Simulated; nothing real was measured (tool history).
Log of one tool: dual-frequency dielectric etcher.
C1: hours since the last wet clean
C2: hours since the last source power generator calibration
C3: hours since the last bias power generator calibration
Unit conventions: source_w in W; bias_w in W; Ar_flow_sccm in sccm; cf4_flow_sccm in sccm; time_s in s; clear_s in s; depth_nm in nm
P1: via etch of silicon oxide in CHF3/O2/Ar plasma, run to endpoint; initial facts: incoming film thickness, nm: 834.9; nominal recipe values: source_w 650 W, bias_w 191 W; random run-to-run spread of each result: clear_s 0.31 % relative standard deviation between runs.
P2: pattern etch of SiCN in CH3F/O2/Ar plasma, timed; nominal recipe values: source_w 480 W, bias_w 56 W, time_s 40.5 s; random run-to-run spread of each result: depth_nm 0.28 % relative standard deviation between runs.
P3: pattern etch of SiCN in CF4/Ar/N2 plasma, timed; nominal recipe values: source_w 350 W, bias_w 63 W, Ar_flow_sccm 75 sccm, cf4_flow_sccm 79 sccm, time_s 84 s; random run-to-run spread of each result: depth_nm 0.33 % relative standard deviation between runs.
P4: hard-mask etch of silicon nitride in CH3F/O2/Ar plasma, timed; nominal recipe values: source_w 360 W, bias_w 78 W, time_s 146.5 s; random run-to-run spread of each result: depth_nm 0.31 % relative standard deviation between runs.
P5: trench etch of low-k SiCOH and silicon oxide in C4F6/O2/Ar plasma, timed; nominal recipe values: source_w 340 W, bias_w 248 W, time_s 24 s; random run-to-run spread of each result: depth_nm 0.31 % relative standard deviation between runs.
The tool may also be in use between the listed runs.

{"run": 1, "hour": 7.2, "process": "P1", "source_w": 650, "bias_w": 191, "C1": 248.7, "C2": 442.3, "C3": 1326.1, "clear_s": 402.02}
{"run": 2, "hour": 14.8, "process": "P3", "source_w": 350, "bias_w": 63, "Ar_flow_sccm": 75, "cf4_flow_sccm": 79, "time_s": 84, "C1": 256.3, "C2": 449.9, "C3": 1333.7, "depth_nm": 59.507}
{"run": 3, "hour": 21.6, "process": "P5", "source_w": 340, "bias_w": 153, "time_s": 24, "C1": 263.1, "C2": 456.7, "C3": 1340.5, "depth_nm": 69.121}
{"run": 4, "hour": 29.3, "process": "P3", "source_w": 350, "bias_w": 63, "Ar_flow_sccm": 75, "cf4_flow_sccm": 103, "time_s": 84, "C1": 270.8, "C2": 464.4, "C3": 1348.2, "depth_nm": 61.129}
{"run": 5, "hour": 35.2, "process": "P1", "source_w": 650, "bias_w": 125, "C1": 276.7, "C2": 470.3, "C3": 1354.1, "clear_s": 461.48}
{"run": 6, "hour": 44.6, "process": "P1", "source_w": 650, "bias_w": 191, "C1": 286.1, "C2": 479.7, "C3": 1363.5, "clear_s": 404.29}
{"run": 7, "hour": 54.4, "process": "P3", "source_w": 350, "bias_w": 63, "Ar_flow_sccm": 75, "cf4_flow_sccm": 79, "time_s": 56, "C1": 295.9, "C2": 489.5, "C3": 1373.3, "depth_nm": 39.719}
{"run": 8, "hour": 62.6, "process": "P1", "source_w": 540, "bias_w": 125, "C1": 304.1, "C2": 497.7, "C3": 1381.5, "clear_s": 497.15}
{"run": 9, "hour": 73.0, "process": "P1", "source_w": 500, "bias_w": 134, "C1": 314.5, "C2": 508.1, "C3": 1391.9, "clear_s": 501.1}
{"run": 10, "hour": 83.1, "process": "P1", "source_w": 400, "bias_w": 191, "C1": 324.6, "C2": 518.2, "C3": 1402, "clear_s": 487.68}
{"run": 11, "hour": 90.2, "process": "P5", "source_w": 270, "bias_w": 248, "time_s": 24, "C1": 331.7, "C2": 525.3, "C3": 1409.1, "depth_nm": 74.126}
{"run": 12, "hour": 101.3, "process": "P4", "source_w": 360, "bias_w": 54, "time_s": 146.5, "C1": 342.8, "C2": 536.4, "C3": 1420.2, "depth_nm": 89.14}
{"run": 13, "hour": 112.9, "process": "P4", "source_w": 360, "bias_w": 78, "time_s": 146.5, "C1": 354.4, "C2": 548, "C3": 1431.8, "depth_nm": 101.45}
{"run": 14, "hour": 120.0, "process": "P1", "source_w": 860, "bias_w": 229, "C1": 361.5, "C2": 555.1, "C3": 1438.9, "clear_s": 342.8}
{"run": 15, "hour": 125.5, "process": "P2", "source_w": 650, "bias_w": 56, "time_s": 40.5, "C1": 367, "C2": 560.6, "C3": 1444.4, "depth_nm": 17.27}
{"run": 16, "hour": 130.7, "process": "P1", "source_w": 650, "bias_w": 191, "C1": 372.2, "C2": 565.8, "C3": 1449.6, "clear_s": 404.17}
{"run": 17, "hour": 138.0, "process": "P2", "source_w": 480, "bias_w": 38, "time_s": 40.5, "C1": 379.5, "C2": 573.1, "C3": 1456.9, "depth_nm": 13.627}
{"run": 18, "hour": 146.1, "process": "P1", "source_w": 650, "bias_w": 191, "C1": 387.6, "C2": 581.2, "C3": 1465, "clear_s": 403.08}
{"run": 19, "hour": 154.7, "process": "P5", "source_w": 340, "bias_w": 248, "time_s": 24, "C1": 396.2, "C2": 589.8, "C3": 1473.6, "depth_nm": 80.811}
{"run": 20, "hour": 163.6, "process": "P4", "source_w": 360, "bias_w": 78, "time_s": 179.5, "C1": 405.1, "C2": 598.7, "C3": 1482.5, "depth_nm": 123.48}
{"run": 21, "hour": 168.8, "process": "P3", "source_w": 350, "bias_w": 47, "Ar_flow_sccm": 75, "cf4_flow_sccm": 79, "time_s": 84, "C1": 410.3, "C2": 603.9, "C3": 1487.7, "depth_nm": 54.21}
{"run": 22, "hour": 179.6, "process": "P4", "source_w": 360, "bias_w": 78, "time_s": 146.5, "C1": 421.1, "C2": 614.7, "C3": 1498.5, "depth_nm": 101.03}
{"run": 23, "hour": 186.2, "process": "P3", "source_w": 350, "bias_w": 63, "Ar_flow_sccm": 44, "cf4_flow_sccm": 79, "time_s": 84, "C1": 427.7, "C2": 621.3, "C3": 1505.1, "depth_nm": 63.165}
{"run": 24, "hour": 198.0, "process": "P5", "source_w": 340, "bias_w": 248, "time_s": 24, "C1": 439.5, "C2": 633.1, "C3": 1516.9, "depth_nm": 80.684}
{"run": 25, "hour": 206.8, "process": "P3", "source_w": 350, "bias_w": 63, "Ar_flow_sccm": 75, "cf4_flow_sccm": 79, "time_s": 84, "C1": 448.3, "C2": 641.9, "C3": 1525.7, "depth_nm": 59.58}
{"run": 26, "hour": 213.4, "process": "P1", "source_w": 650, "bias_w": 245, "C1": 454.9, "C2": 648.5, "C3": 1532.3, "clear_s": 369.22}
{"run": 27, "hour": 222.1, "process": "P2", "source_w": 480, "bias_w": 56, "time_s": 22.5, "C1": 463.6, "C2": 657.2, "C3": 1541, "depth_nm": 8.5451}
{"run": 28, "hour": 229.8, "process": "P3", "source_w": 490, "bias_w": 63, "Ar_flow_sccm": 75, "cf4_flow_sccm": 79, "time_s": 84, "C1": 471.3, "C2": 664.9, "C3": 1548.7, "depth_nm": 80.347}
{"run": 29, "hour": 241.2, "process": "P1", "source_w": 880, "bias_w": 191, "C1": 482.7, "C2": 676.3, "C3": 1560.1, "clear_s": 359.92}
{"run": 30, "hour": 248.3, "process": "P2", "source_w": 480, "bias_w": 56, "time_s": 40.5, "C1": 489.8, "C2": 683.4, "C3": 1567.2, "depth_nm": 15.324}
{"run": 31, "hour": 255.3, "process": "P4", "source_w": 270, "bias_w": 78, "time_s": 146.5, "C1": 496.8, "C2": 690.4, "C3": 1574.2, "depth_nm": 90.93}
{"run": 32, "hour": 262.8, "process": "P5", "source_w": 340, "bias_w": 248, "time_s": 16.5, "C1": 504.3, "C2": 697.9, "C3": 1581.7, "depth_nm": 55.594}
{"run": 33, "hour": 272.1, "process": "P1", "source_w": 650, "bias_w": 191, "C1": 513.6, "C2": 707.2, "C3": 1591, "clear_s": 403.19}
{"run": 34, "hour": 278.2, "process": "P1", "source_w": 650, "bias_w": 191, "C1": 519.7, "C2": 713.3, "C3": 1597.1, "clear_s": 403.51}
{"run": 35, "hour": 286.5, "process": "P1", "source_w": 650, "bias_w": 191, "C1": 528, "C2": 721.6, "C3": 1605.4, "clear_s": 404.99}
{"run": 36, "hour": 297.7, "process": "P1", "source_w": 650, "bias_w": 191, "C1": 539.2, "C2": 732.8, "C3": 1616.6, "clear_s": 405.32}
{"run": 37, "hour": 308.6, "process": "P1", "source_w": 650, "bias_w": 191, "C1": 550.1, "C2": 743.7, "C3": 1627.5, "clear_s": 410.64}
{"hour": 313.3, "done": "wet clean of the chamber"}
{"run": 38, "hour": 320.4, "process": "P1", "source_w": 650, "bias_w": 191, "C1": 7.1, "C2": 755.5, "C3": 1639.3, "clear_s": 409.93}
{"run": 39, "hour": 328.9, "process": "P1", "source_w": 650, "bias_w": 191, "C1": 15.6, "C2": 764, "C3": 1647.8, "clear_s": 411.13}
{"run": 40, "hour": 335.9, "process": "P1", "source_w": 650, "bias_w": 191, "C1": 22.6, "C2": 771, "C3": 1654.8, "clear_s": 410.79}
{"run": 41, "hour": 345.2, "process": "P1", "source_w": 650, "bias_w": 191, "C1": 31.9, "C2": 780.3, "C3": 1664.1, "clear_s": 412.08}

P1 has crept away from where it was. The log is fitted equally well by each of these 2 causes, at the sizes shown:
A: bias power that arrives under what is set, % = 4.52
B: source power that arrives under what is set, % = 4
Onset of the creep was near hour 286.5.
Why every other cause is out:
chamber walls in a state that lowers the etch rate, %: work on it at hour 313.3, done after the drift set in, did not restore what the process gave before

Which of the 4 check runs listed below, each an average over 2 wafers with its results shown as question marks, gives clearly different results under the different listed causes?
{"run": "check 1", "hour": 354.5, "process": "P4", "source_w": 300, "bias_w": 59, "time_s": 146.5, "depth_nm": "?"}
{"run": "check 2", "hour": 354.5, "process": "P2", "source_w": 650, "bias_w": 41, "time_s": 40.5, "depth_nm": "?"}
{"run": "check 3", "hour": 354.5, "process": "P3", "source_w": 350, "bias_w": 63, "Ar_flow_sccm": 75, "cf4_flow_sccm": 79, "time_s": 64.5, "depth_nm": "?"}
{"run": "check 4", "hour": 354.5, "process": "P5", "source_w": 280, "bias_w": 210, "time_s": 24, "depth_nm": "?"}

How each check would come out, cause by cause:
check=check_1 result=depth_nm if_A=84.375 if_B=84.363
check=check_2 result=depth_nm if_A=15.48 if_B=15.435
check=check_3 result=depth_nm if_A=44.991 if_B=44.044
check=check_4 result=depth_nm if_A=69.836 if_B=69.819
Smallest distance between any two causes, each pair judged by its most separating result, in per cent: check 1 0.01 %; check 2 0.29 %; check 3 2.13 %; check 4 0.02 %
The other checks would show nearly matching results whichever cause is true, so check 3 is the only one that separates the causes.

Check 3 was carried out, with these results: depth_nm 44.951 nm. Which of the listed causes is responsible?

A is the cause: bias power that arrives under what is set, %.

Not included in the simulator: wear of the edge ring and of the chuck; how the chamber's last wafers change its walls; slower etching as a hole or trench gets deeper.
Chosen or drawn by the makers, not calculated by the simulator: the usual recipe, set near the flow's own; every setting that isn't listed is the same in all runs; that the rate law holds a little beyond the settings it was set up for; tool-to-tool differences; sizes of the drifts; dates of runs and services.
